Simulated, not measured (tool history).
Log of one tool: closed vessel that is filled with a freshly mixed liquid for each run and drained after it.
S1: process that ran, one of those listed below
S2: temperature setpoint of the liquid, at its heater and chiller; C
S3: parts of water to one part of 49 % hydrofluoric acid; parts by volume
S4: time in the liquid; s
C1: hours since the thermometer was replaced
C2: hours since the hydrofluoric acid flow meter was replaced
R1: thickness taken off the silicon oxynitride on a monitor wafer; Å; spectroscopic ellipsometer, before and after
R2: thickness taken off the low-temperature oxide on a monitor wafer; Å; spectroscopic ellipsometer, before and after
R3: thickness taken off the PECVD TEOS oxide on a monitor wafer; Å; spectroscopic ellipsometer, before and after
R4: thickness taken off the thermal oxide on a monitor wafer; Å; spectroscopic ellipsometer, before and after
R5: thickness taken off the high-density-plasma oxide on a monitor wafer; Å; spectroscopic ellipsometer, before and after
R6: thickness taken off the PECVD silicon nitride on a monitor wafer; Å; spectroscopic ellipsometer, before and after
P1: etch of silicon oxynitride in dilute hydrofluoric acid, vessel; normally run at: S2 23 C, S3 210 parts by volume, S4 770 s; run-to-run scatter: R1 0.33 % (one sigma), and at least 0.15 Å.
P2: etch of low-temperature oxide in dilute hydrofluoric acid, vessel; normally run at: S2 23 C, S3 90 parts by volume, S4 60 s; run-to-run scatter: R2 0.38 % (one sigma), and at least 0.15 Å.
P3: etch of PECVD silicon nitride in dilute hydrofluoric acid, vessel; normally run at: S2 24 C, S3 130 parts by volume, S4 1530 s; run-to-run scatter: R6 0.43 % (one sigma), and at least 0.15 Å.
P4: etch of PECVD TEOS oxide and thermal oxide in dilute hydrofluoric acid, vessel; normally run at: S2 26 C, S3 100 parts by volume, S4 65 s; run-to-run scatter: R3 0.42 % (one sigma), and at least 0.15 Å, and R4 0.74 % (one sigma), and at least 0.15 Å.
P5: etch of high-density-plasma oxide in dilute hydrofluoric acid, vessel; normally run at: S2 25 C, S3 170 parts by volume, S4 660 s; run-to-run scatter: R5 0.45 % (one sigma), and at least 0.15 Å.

run 1 hour=11.5 | S1=P1 S2=23 S3=210 S4=770 | C1=1107.8 C2=1648.3 | R1=156.2
run 2 hour=21.1 | S1=P2 S2=23 S3=90 S4=60 | C1=1117.4 C2=1657.9 | R2=215.83
run 3 hour=32.5 | S1=P2 S2=23 S3=140 S4=60 | C1=1128.8 C2=1669.3 | R2=131.32
run 4 hour=39.6 | S1=P4 S2=26 S3=50 S4=65 | C1=1135.9 C2=1676.4 | R3=241.72 R4=73.318
run 5 hour=47.7 | S1=P4 S2=20.5 S3=100 S4=65 | C1=1144 C2=1684.5 | R3=91.07 R4=27.994
run 6 hour=59.1 | S1=P2 S2=23 S3=90 S4=105 | C1=1155.4 C2=1695.9 | R2=380.15
run 7 hour=65.6 | S1=P1 S2=23 S3=210 S4=90 | C1=1161.9 C2=1702.4 | R1=18.072
run 8 hour=75.9 | S1=P5 S2=29.5 S3=170 S4=660 | C1=1172.2 C2=1712.7 | R5=224.88
run 9 hour=84.9 | S1=P1 S2=23 S3=210 S4=770 | C1=1181.2 C2=1721.7 | R1=155.83
run 10 hour=93.1 | S1=P1 S2=23 S3=210 S4=770 | C1=1189.4 C2=1729.9 | R1=156.06
run 11 hour=101.3 | S1=P1 S2=23 S3=295 S4=770 | C1=1197.6 C2=1738.1 | R1=104.15
run 12 hour=108.4 | S1=P1 S2=23 S3=210 S4=770 | C1=1204.7 C2=1745.2 | R1=155.02
run 13 hour=121.9 | S1=P1 S2=29.5 S3=210 S4=770 | C1=1218.2 C2=1758.7 | R1=207.59
run 14 hour=132.7 | S1=P3 S2=24 S3=55 S4=1530 | C1=1229 C2=1769.5 | R6=701.82
run 15 hour=142.2 | S1=P4 S2=26 S3=100 S4=30 | C1=1238.5 C2=1779 | R3=52.017 R4=15.856
run 16 hour=151.6 | S1=P3 S2=24 S3=130 S4=685 | C1=1247.9 C2=1788.4 | R6=134.85
run 17 hour=158.8 | S1=P5 S2=25 S3=170 S4=660 | C1=1255.1 C2=1795.6 | R5=190.88
run 18 hour=173.5 | S1=P3 S2=32 S3=130 S4=1530 | C1=1269.8 C2=1810.3 | R6=498.49
run 19 hour=186.1 | S1=P5 S2=25 S3=170 S4=260 | C1=1282.4 C2=1822.9 | R5=75.813
run 20 hour=194.8 | S1=P1 S2=18.5 S3=210 S4=770 | C1=1291.1 C2=1831.6 | R1=126.65
run 21 hour=202.8 | S1=P1 S2=23 S3=210 S4=770 | C1=1299.1 C2=1839.6 | R1=155.79
run 22 hour=213.7 | S1=P1 S2=23 S3=40 S4=770 | C1=1310 C2=1850.5 | R1=933.51
run 23 hour=225.7 | S1=P1 S2=29.5 S3=210 S4=1420 | C1=1322 C2=1862.5 | R1=379.28
run 24 hour=235.4 | S1=P3 S2=24 S3=130 S4=1530 | C1=1331.7 C2=1872.2 | R6=302.85
run 25 hour=245.3 | S1=P2 S2=17 S3=90 S4=60 | C1=1341.6 C2=1882.1 | R2=168.83
run 26 hour=257.3 | S1=P4 S2=26 S3=100 S4=65 | C1=1353.6 C2=1894.1 | R3=113.26 R4=34.316
run 27 hour=267.9 | S1=P1 S2=23 S3=110 S4=1130 | C1=1364.2 C2=1904.7 | R1=469.3
run 28 hour=274.6 | S1=P2 S2=23 S3=90 S4=60 | C1=1370.9 C2=1911.4 | R2=215.62
run 29 hour=282.5 | S1=P5 S2=25 S3=30 S4=660 | C1=1378.8 C2=1919.3 | R5=1288.9
run 30 hour=291.5 | S1=P1 S2=23 S3=210 S4=1330 | C1=1387.8 C2=1928.3 | R1=268.83
run 31 hour=305.7 | S1=P1 S2=23 S3=210 S4=770 | C1=1402 C2=1942.5 | R1=155.26
run 32 hour=319.8 | S1=P1 S2=23 S3=210 S4=770 | C1=1416.1 C2=1956.6 | R1=154.96
run 33 hour=327.9 | S1=P1 S2=23 S3=210 S4=770 | C1=1424.2 C2=1964.7 | R1=149.54
run 34 hour=342.2 | S1=P1 S2=23 S3=210 S4=770 | C1=1438.5 C2=1979 | R1=143.63
run 35 hour=354.5 | S1=P1 S2=23 S3=210 S4=770 | C1=1450.8 C2=1991.3 | R1=141.43
run 36 hour=362.9 | S1=P1 S2=23 S3=210 S4=770 | C1=1459.2 C2=1999.7 | R1=140.58
run 37 hour=371.6 | S1=P1 S2=23 S3=210 S4=770 | C1=1467.9 C2=2008.4 | R1=140.84
run 38 hour=379.1 | S1=P1 S2=23 S3=210 S4=770 | C1=1475.4 C2=2015.9 | R1=140.42

What P1 gives has crept away from where it was. These 2 causes fit the log equally well, each at the size given:
A: hydrofluoric acid flow below the setpoint (%) = 8.51
B: liquid colder than its thermometer reads (K) = 2.27
The creep began at about hour 319.8.

4 check runs are offered, one wafer each, their results left as question marks. Which one tells the causes apart?
run check 1 hour=386.6 | S1=P2 S2=19.5 S3=125 S4=60 | R2=?
run check 2 hour=386.6 | S1=P4 S2=22 S3=100 S4=65 | R3=? R4=?
run check 3 hour=386.6 | S1=P5 S2=25 S3=85 S4=660 | R5=?
run check 4 hour=386.6 | S1=P3 S2=28.5 S3=130 S4=1530 | R6=?

What each check would give under each cause:
check=check_1 result=R2 if_A=117.86 if_B=118.81
check=check_2 result=R3 if_A=87.443 if_B=88.077
check=check_2 result=R4 if_A=26.733 if_B=26.927
check=check_3 result=R5 if_A=381.96 if_B=385.05
check=check_4 result=R6 if_A=367.36 if_B=348.04
How far apart the two closest causes lie, in the result that separates them most: check 1 0.81 %; check 2 0.72 %; check 3 0.81 %; check 4 5.4 %
Only check 4 tells the causes apart: in the others they would give nearly the same result.

Then check 4 was run and gave: R6 365.94 Å. Which cause is it?

It is A: hydrofluoric acid flow below the setpoint (%).
